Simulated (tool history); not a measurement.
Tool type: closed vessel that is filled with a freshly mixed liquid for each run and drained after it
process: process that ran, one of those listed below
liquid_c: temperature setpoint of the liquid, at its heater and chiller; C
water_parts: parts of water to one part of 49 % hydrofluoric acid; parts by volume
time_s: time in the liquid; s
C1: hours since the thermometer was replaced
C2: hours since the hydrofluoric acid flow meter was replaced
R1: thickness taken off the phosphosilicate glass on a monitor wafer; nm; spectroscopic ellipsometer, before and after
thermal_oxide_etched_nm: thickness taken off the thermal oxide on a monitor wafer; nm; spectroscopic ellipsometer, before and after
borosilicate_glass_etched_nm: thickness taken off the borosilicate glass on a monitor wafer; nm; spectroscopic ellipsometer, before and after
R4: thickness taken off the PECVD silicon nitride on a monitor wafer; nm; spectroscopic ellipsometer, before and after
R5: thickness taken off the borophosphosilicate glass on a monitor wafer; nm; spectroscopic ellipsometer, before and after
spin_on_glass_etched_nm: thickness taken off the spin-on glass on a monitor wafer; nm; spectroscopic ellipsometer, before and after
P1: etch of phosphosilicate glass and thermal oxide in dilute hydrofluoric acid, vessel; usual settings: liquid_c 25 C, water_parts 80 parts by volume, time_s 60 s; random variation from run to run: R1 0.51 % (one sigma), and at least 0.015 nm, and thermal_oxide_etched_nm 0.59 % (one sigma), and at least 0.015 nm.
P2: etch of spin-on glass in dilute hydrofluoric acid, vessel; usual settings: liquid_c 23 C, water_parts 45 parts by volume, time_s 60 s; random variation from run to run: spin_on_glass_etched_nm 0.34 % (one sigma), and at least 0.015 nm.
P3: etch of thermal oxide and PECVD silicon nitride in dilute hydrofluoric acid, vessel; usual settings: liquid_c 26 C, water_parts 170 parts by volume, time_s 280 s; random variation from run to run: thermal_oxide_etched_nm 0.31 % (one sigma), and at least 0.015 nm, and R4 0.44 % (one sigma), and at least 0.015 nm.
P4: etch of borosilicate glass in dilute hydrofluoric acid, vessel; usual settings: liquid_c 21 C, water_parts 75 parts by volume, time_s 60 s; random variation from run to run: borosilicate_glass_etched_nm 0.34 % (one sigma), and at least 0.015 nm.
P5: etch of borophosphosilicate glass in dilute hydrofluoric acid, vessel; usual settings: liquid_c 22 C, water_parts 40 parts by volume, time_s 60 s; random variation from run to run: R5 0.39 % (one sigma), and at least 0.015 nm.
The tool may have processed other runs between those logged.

Run 1, hour 10.3: process P1, liquid_c 25 C, water_parts 80 parts by volume, time_s 60 s; C1 668.3; C2 505.6. Result: R1 49.123 nm, thermal_oxide_etched_nm 3.7464 nm.
Run 2, hour 24.7: process P1, liquid_c 25 C, water_parts 115 parts by volume, time_s 30 s; C1 682.7; C2 520. Result: R1 16.337 nm, thermal_oxide_etched_nm 1.2849 nm.
Run 3, hour 39.4: process P4, liquid_c 21 C, water_parts 75 parts by volume, time_s 30 s; C1 697.4; C2 534.7. Result: borosilicate_glass_etched_nm 20.687 nm.
Run 4, hour 51.5: process P1, liquid_c 29.5 C, water_parts 80 parts by volume, time_s 60 s; C1 709.5; C2 546.8. Result: R1 58.779 nm, thermal_oxide_etched_nm 4.5325 nm.
Run 5, hour 69.9: process P3, liquid_c 26 C, water_parts 170 parts by volume, time_s 515 s; C1 727.9; C2 565.2. Result: thermal_oxide_etched_nm 13.599 nm, R4 18.972 nm.
Run 6, hour 84.3: process P5, liquid_c 29.5 C, water_parts 40 parts by volume, time_s 60 s; C1 742.3; C2 579.6. Result: R5 96.49 nm.
Run 7, hour 93.7: process P1, liquid_c 25 C, water_parts 80 parts by volume, time_s 95 s; C1 751.7; C2 589. Result: R1 78.325 nm, thermal_oxide_etched_nm 5.995 nm.
Run 8, hour 109.1: process P2, liquid_c 23 C, water_parts 45 parts by volume, time_s 60 s; C1 767.1; C2 604.4. Result: spin_on_glass_etched_nm 50.412 nm.
Run 9, hour 127.1: process P3, liquid_c 26 C, water_parts 170 parts by volume, time_s 280 s; C1 785.1; C2 622.4. Result: thermal_oxide_etched_nm 7.3386 nm, R4 10.309 nm.
Run 10, hour 135.9: process P1, liquid_c 25 C, water_parts 80 parts by volume, time_s 60 s; C1 793.9; C2 631.2. Result: R1 49.48 nm, thermal_oxide_etched_nm 3.8104 nm.
Run 11, hour 147.3: process P3, liquid_c 26 C, water_parts 170 parts by volume, time_s 280 s; C1 805.3; C2 642.6. Result: thermal_oxide_etched_nm 7.3487 nm, R4 10.252 nm.
Run 12, hour 165.4: process P1, liquid_c 20.5 C, water_parts 80 parts by volume, time_s 95 s; C1 823.4; C2 660.7. Result: R1 64.78 nm, thermal_oxide_etched_nm 5.0576 nm.
Run 13, hour 182: process P4, liquid_c 21 C, water_parts 125 parts by volume, time_s 60 s; C1 840; C2 677.3. Result: borosilicate_glass_etched_nm 23.498 nm.
Run 14, hour 192.6: process P1, liquid_c 25 C, water_parts 115 parts by volume, time_s 60 s; C1 850.6; C2 687.9. Result: R1 32.896 nm, thermal_oxide_etched_nm 2.5345 nm.
Run 15, hour 200.7: process P1, liquid_c 25 C, water_parts 80 parts by volume, time_s 60 s; C1 858.7; C2 696. Result: R1 49.394 nm, thermal_oxide_etched_nm 3.7999 nm.
Run 16, hour 215.9: process P1, liquid_c 25 C, water_parts 40 parts by volume, time_s 60 s; C1 873.9; C2 711.2. Result: R1 104.87 nm, thermal_oxide_etched_nm 7.9334 nm.
Run 17, hour 224.8: process P5, liquid_c 22 C, water_parts 40 parts by volume, time_s 30 s; C1 882.8; C2 720.1. Result: R5 35.132 nm.
Run 18, hour 235.5: process P5, liquid_c 22 C, water_parts 40 parts by volume, time_s 60 s; C1 893.5; C2 730.8. Result: R5 70.443 nm.
Run 19, hour 245: process P4, liquid_c 17 C, water_parts 75 parts by volume, time_s 60 s; C1 903; C2 740.3. Result: borosilicate_glass_etched_nm 34.96 nm.
Run 20, hour 256.1: process P5, liquid_c 22 C, water_parts 55 parts by volume, time_s 60 s; C1 914.1; C2 751.4. Result: R5 50.39 nm.
Run 21, hour 266.5: process P3, liquid_c 34 C, water_parts 170 parts by volume, time_s 280 s; C1 924.5; C2 761.8. Result: thermal_oxide_etched_nm 9.7392 nm, R4 16.694 nm.
Run 22, hour 277: process P1, liquid_c 21 C, water_parts 80 parts by volume, time_s 60 s; C1 935; C2 772.3. Result: R1 42.017 nm, thermal_oxide_etched_nm 3.2454 nm.
Run 23, hour 294.8: process P1, liquid_c 25 C, water_parts 80 parts by volume, time_s 60 s; C1 952.8; C2 790.1. Result: R1 49.297 nm, thermal_oxide_etched_nm 3.7734 nm.
Run 24, hour 310.9: process P3, liquid_c 26 C, water_parts 285 parts by volume, time_s 280 s; C1 968.9; C2 806.2. Result: thermal_oxide_etched_nm 3.8928 nm, R4 6.2135 nm.
Run 25, hour 319: process P1, liquid_c 25 C, water_parts 80 parts by volume, time_s 60 s; C1 977; C2 814.3. Result: R1 49.323 nm, thermal_oxide_etched_nm 3.7762 nm.
Run 26, hour 335.9: process P2, liquid_c 23 C, water_parts 45 parts by volume, time_s 30 s; C1 993.9; C2 831.2. Result: spin_on_glass_etched_nm 25.427 nm.
Run 27, hour 352.8: process P2, liquid_c 23 C, water_parts 65 parts by volume, time_s 60 s; C1 1010.8; C2 848.1. Result: spin_on_glass_etched_nm 34.432 nm.
Run 28, hour 369.6: process P1, liquid_c 19 C, water_parts 80 parts by volume, time_s 30 s; C1 1027.6; C2 864.9. Result: R1 19.33 nm, thermal_oxide_etched_nm 1.4981 nm.
Run 29, hour 377.8: process P5, liquid_c 22 C, water_parts 40 parts by volume, time_s 60 s; C1 1035.8; C2 873.1. Result: R5 70.501 nm.
Run 30, hour 394.4: process P1, liquid_c 25 C, water_parts 80 parts by volume, time_s 30 s; C1 1052.4; C2 889.7. Result: R1 24.63 nm, thermal_oxide_etched_nm 1.8946 nm.
Run 31, hour 405.3: process P2, liquid_c 29.5 C, water_parts 45 parts by volume, time_s 60 s; C1 1063.3; C2 900.6. Result: spin_on_glass_etched_nm 65.829 nm.
Run 32, hour 420.4: process P4, liquid_c 21 C, water_parts 75 parts by volume, time_s 60 s; C1 1078.4; C2 915.7. Result: borosilicate_glass_etched_nm 41.526 nm.
Run 33, hour 429: process P1, liquid_c 25 C, water_parts 80 parts by volume, time_s 60 s; C1 1087; C2 924.3. Result: R1 49.399 nm, thermal_oxide_etched_nm 3.8009 nm.
Run 34, hour 445.8: process P1, liquid_c 25 C, water_parts 80 parts by volume, time_s 60 s; C1 1103.8; C2 941.1. Result: R1 51.366 nm, thermal_oxide_etched_nm 3.8729 nm.
Run 35, hour 457.1: process P1, liquid_c 25 C, water_parts 80 parts by volume, time_s 60 s; C1 1115.1; C2 952.4. Result: R1 52.146 nm, thermal_oxide_etched_nm 4.0162 nm.
Run 36, hour 465.7: process P1, liquid_c 25 C, water_parts 80 parts by volume, time_s 60 s; C1 1123.7; C2 961. Result: R1 52.172 nm, thermal_oxide_etched_nm 4.0059 nm.
Run 37, hour 477.9: process P1, liquid_c 25 C, water_parts 80 parts by volume, time_s 60 s; C1 1135.9; C2 973.2. Result: R1 52.508 nm, thermal_oxide_etched_nm 4.0286 nm.
Run 38, hour 490.8: process P1, liquid_c 25 C, water_parts 80 parts by volume, time_s 60 s; C1 1148.8; C2 986.1. Result: R1 53.313 nm, thermal_oxide_etched_nm 4.069 nm.
Run 39, hour 502.4: process P1, liquid_c 25 C, water_parts 80 parts by volume, time_s 60 s; C1 1160.4; C2 997.7. Result: R1 53.469 nm, thermal_oxide_etched_nm 4.0773 nm.
Run 40, hour 510.8: process P1, liquid_c 25 C, water_parts 80 parts by volume, time_s 60 s; C1 1168.8; C2 1006.1. Result: R1 53.514 nm, thermal_oxide_etched_nm 4.0915 nm.
Run 41, hour 523.8: process P1, liquid_c 25 C, water_parts 80 parts by volume, time_s 60 s; C1 1181.8; C2 1019.1. Result: R1 53.315 nm, thermal_oxide_etched_nm 4.0743 nm.
Run 42, hour 535.3: process P1, liquid_c 25 C, water_parts 80 parts by volume, time_s 60 s; C1 1193.3; C2 1030.6. Result: R1 53.531 nm, thermal_oxide_etched_nm 4.0941 nm.
Run 43, hour 544.9: process P1, liquid_c 25 C, water_parts 80 parts by volume, time_s 60 s; C1 1202.9; C2 1040.2. Result: R1 53.645 nm, thermal_oxide_etched_nm 4.073 nm.
Run 44, hour 558.8: process P1, liquid_c 25 C, water_parts 80 parts by volume, time_s 60 s; C1 1216.8; C2 1054.1. Result: R1 53.575 nm, thermal_oxide_etched_nm 4.1358 nm.

Compared with where it was, what P1 gives has crept away. Each cause listed below fits the log as well as the rest, at the size given for it:
A: liquid hotter than its thermometer reads (K) = 2.04
B: hydrofluoric acid flow above the setpoint (%) = 7.59
The gradual shift began around hour 429.

Each of the 4 check runs below uses one wafer; its results are left as question marks. Which run tells the causes apart?
Run check 1, hour 572.7: process P3, liquid_c 26 C, water_parts 170 parts by volume, time_s 280 s. Result: thermal_oxide_etched_nm ?, R4 ?.
Run check 2, hour 572.7: process P2, liquid_c 23 C, water_parts 45 parts by volume, time_s 60 s. Result: spin_on_glass_etched_nm ?.
Run check 3, hour 572.7: process P5, liquid_c 22 C, water_parts 40 parts by volume, time_s 60 s. Result: R5 ?.
Run check 4, hour 572.7: process P4, liquid_c 21 C, water_parts 75 parts by volume, time_s 60 s. Result: borosilicate_glass_etched_nm ?.

Predicted outcomes, by check and by cause:
  check                        result    if A    if B
check 1       thermal_oxide_etched_nm  7.9419  8.0436
check 1                            R4  11.727   11.11
check 2       spin_on_glass_etched_nm  55.001  54.612
check 3                            R5  76.768  76.113
check 4  borosilicate_glass_etched_nm  45.176  44.983
Smallest distance between any two causes, each pair judged by its most separating result, in per cent: check 1 5.4 %; check 2 0.71 %; check 3 0.86 %; check 4 0.43 %
Check 1 distinguishes between the causes, while the remaining checks would return nearly the same result for all of them.

Here is what check 1 returned: thermal_oxide_etched_nm 7.9157 nm; R4 11.789 nm. Which cause is it?

It was cause A: liquid hotter than its thermometer reads (K).
